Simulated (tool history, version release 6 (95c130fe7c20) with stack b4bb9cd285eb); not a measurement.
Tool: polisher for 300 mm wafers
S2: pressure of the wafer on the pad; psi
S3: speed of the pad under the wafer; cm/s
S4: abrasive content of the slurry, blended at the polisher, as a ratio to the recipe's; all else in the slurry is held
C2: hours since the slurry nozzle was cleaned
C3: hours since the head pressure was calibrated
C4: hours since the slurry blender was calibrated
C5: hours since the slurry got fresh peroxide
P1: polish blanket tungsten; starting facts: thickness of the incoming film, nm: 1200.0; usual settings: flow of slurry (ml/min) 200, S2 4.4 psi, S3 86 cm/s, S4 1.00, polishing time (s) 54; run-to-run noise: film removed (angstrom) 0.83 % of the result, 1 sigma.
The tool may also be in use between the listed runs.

{"run": 1, "hour": 14.5, "flow of slurry (ml/min)": 200, "S2": 4.4, "S3": 86, "S4": 1.0, "polishing time (s)": 54, "wafers polished on this pad": 770, "C2": 460.9, "C3": 491.4, "C4": 42.6, "C5": 60.6, "film removed (angstrom)": 2284.5}
{"run": 2, "hour": 25.6, "flow of slurry (ml/min)": 200, "S2": 2.3, "S3": 86, "S4": 1.0, "polishing time (s)": 54, "wafers polished on this pad": 900, "C2": 472.0, "C3": 502.5, "C4": 53.7, "C5": 71.7, "film removed (angstrom)": 1195.6}
{"run": 3, "hour": 32.0, "flow of slurry (ml/min)": 200, "S2": 6.1, "S3": 86, "S4": 1.0, "polishing time (s)": 54, "wafers polished on this pad": 974, "C2": 478.4, "C3": 508.9, "C4": 60.1, "C5": 78.1, "film removed (angstrom)": 3178.8}
{"run": 4, "hour": 39.0, "flow of slurry (ml/min)": 200, "S2": 4.4, "S3": 86, "S4": 1.0, "polishing time (s)": 54, "wafers polished on this pad": 1056, "C2": 485.4, "C3": 515.9, "C4": 67.1, "C5": 85.1, "film removed (angstrom)": 2281.8}
{"run": 5, "hour": 50.7, "flow of slurry (ml/min)": 200, "S2": 4.4, "S3": 86, "S4": 0.5, "polishing time (s)": 54, "wafers polished on this pad": 1193, "C2": 497.1, "C3": 527.6, "C4": 78.8, "C5": 96.8, "film removed (angstrom)": 1963.9}
{"run": 6, "hour": 59.2, "flow of slurry (ml/min)": 200, "S2": 4.4, "S3": 86, "S4": 1.0, "polishing time (s)": 69, "wafers polished on this pad": 1292, "C2": 505.6, "C3": 536.1, "C4": 87.3, "C5": 105.3, "film removed (angstrom)": 2931.0}
{"run": 7, "hour": 66.6, "flow of slurry (ml/min)": 200, "S2": 5.9, "S3": 86, "S4": 0.75, "polishing time (s)": 54, "wafers polished on this pad": 1378, "C2": 513.0, "C3": 543.5, "C4": 94.7, "C5": 112.7, "film removed (angstrom)": 2830.4}
{"hour": 71.5, "done": "slurry nozzle cleaned"}
{"run": 8, "hour": 76.4, "flow of slurry (ml/min)": 120, "S2": 4.4, "S3": 86, "S4": 1.0, "polishing time (s)": 54, "wafers polished on this pad": 1493, "C2": 5.0, "C3": 553.3, "C4": 104.5, "C5": 122.5, "film removed (angstrom)": 2062.3}
{"run": 9, "hour": 88.1, "flow of slurry (ml/min)": 200, "S2": 4.4, "S3": 86, "S4": 1.45, "polishing time (s)": 54, "wafers polished on this pad": 1629, "C2": 16.7, "C3": 565.0, "C4": 116.2, "C5": 134.2, "film removed (angstrom)": 2481.5}
{"run": 10, "hour": 103.2, "flow of slurry (ml/min)": 200, "S2": 4.4, "S3": 50, "S4": 1.0, "polishing time (s)": 54, "wafers polished on this pad": 1806, "C2": 31.8, "C3": 580.1, "C4": 131.3, "C5": 149.3, "film removed (angstrom)": 1316.5}
{"hour": 106.8, "done": "slurry tank refilled with fresh slurry and peroxide"}
{"run": 11, "hour": 110.0, "flow of slurry (ml/min)": 200, "S2": 4.4, "S3": 86, "S4": 1.0, "polishing time (s)": 54, "wafers polished on this pad": 1885, "C2": 38.6, "C3": 586.9, "C4": 138.1, "C5": 3.2, "film removed (angstrom)": 2264.6}
{"run": 12, "hour": 119.1, "flow of slurry (ml/min)": 120, "S2": 4.4, "S3": 86, "S4": 1.0, "polishing time (s)": 30, "wafers polished on this pad": 1991, "C2": 47.7, "C3": 596.0, "C4": 147.2, "C5": 12.3, "film removed (angstrom)": 1160.1}
{"run": 13, "hour": 127.0, "flow of slurry (ml/min)": 265, "S2": 4.4, "S3": 86, "S4": 1.0, "polishing time (s)": 54, "wafers polished on this pad": 2084, "C2": 55.6, "C3": 603.9, "C4": 155.1, "C5": 20.2, "film removed (angstrom)": 2347.3}
{"run": 14, "hour": 136.9, "flow of slurry (ml/min)": 200, "S2": 4.4, "S3": 86, "S4": 1.0, "polishing time (s)": 54, "wafers polished on this pad": 2199, "C2": 65.5, "C3": 613.8, "C4": 165.0, "C5": 30.1, "film removed (angstrom)": 2262.4}
{"run": 15, "hour": 144.0, "flow of slurry (ml/min)": 200, "S2": 4.4, "S3": 86, "S4": 1.0, "polishing time (s)": 54, "wafers polished on this pad": 2282, "C2": 72.6, "C3": 620.9, "C4": 172.1, "C5": 37.2, "film removed (angstrom)": 2289.1}
{"run": 16, "hour": 156.6, "flow of slurry (ml/min)": 200, "S2": 4.4, "S3": 86, "S4": 1.0, "polishing time (s)": 54, "wafers polished on this pad": 2429, "C2": 85.2, "C3": 633.5, "C4": 184.7, "C5": 49.8, "film removed (angstrom)": 2268.6}
{"run": 17, "hour": 165.5, "flow of slurry (ml/min)": 200, "S2": 4.4, "S3": 136, "S4": 1.0, "polishing time (s)": 54, "wafers polished on this pad": 2533, "C2": 94.1, "C3": 642.4, "C4": 193.6, "C5": 58.7, "film removed (angstrom)": 3632.2}
{"run": 18, "hour": 174.2, "flow of slurry (ml/min)": 200, "S2": 4.4, "S3": 86, "S4": 1.0, "polishing time (s)": 36, "wafers polished on this pad": 2635, "C2": 102.8, "C3": 651.1, "C4": 202.3, "C5": 67.4, "film removed (angstrom)": 1507.4}

Predict the results of run 19:
{"run": 19, "hour": 182.2, "flow of slurry (ml/min)": 200, "S2": 4.4, "S3": 86, "S4": 1.0, "polishing time (s)": 54, "wafers polished on this pad": 2728, "C2": 110.8, "C3": 659.1, "C4": 210.3, "C5": 75.4, "film removed (angstrom)": "?"}

{"run 19": {"film removed (angstrom)": 2277.1}}

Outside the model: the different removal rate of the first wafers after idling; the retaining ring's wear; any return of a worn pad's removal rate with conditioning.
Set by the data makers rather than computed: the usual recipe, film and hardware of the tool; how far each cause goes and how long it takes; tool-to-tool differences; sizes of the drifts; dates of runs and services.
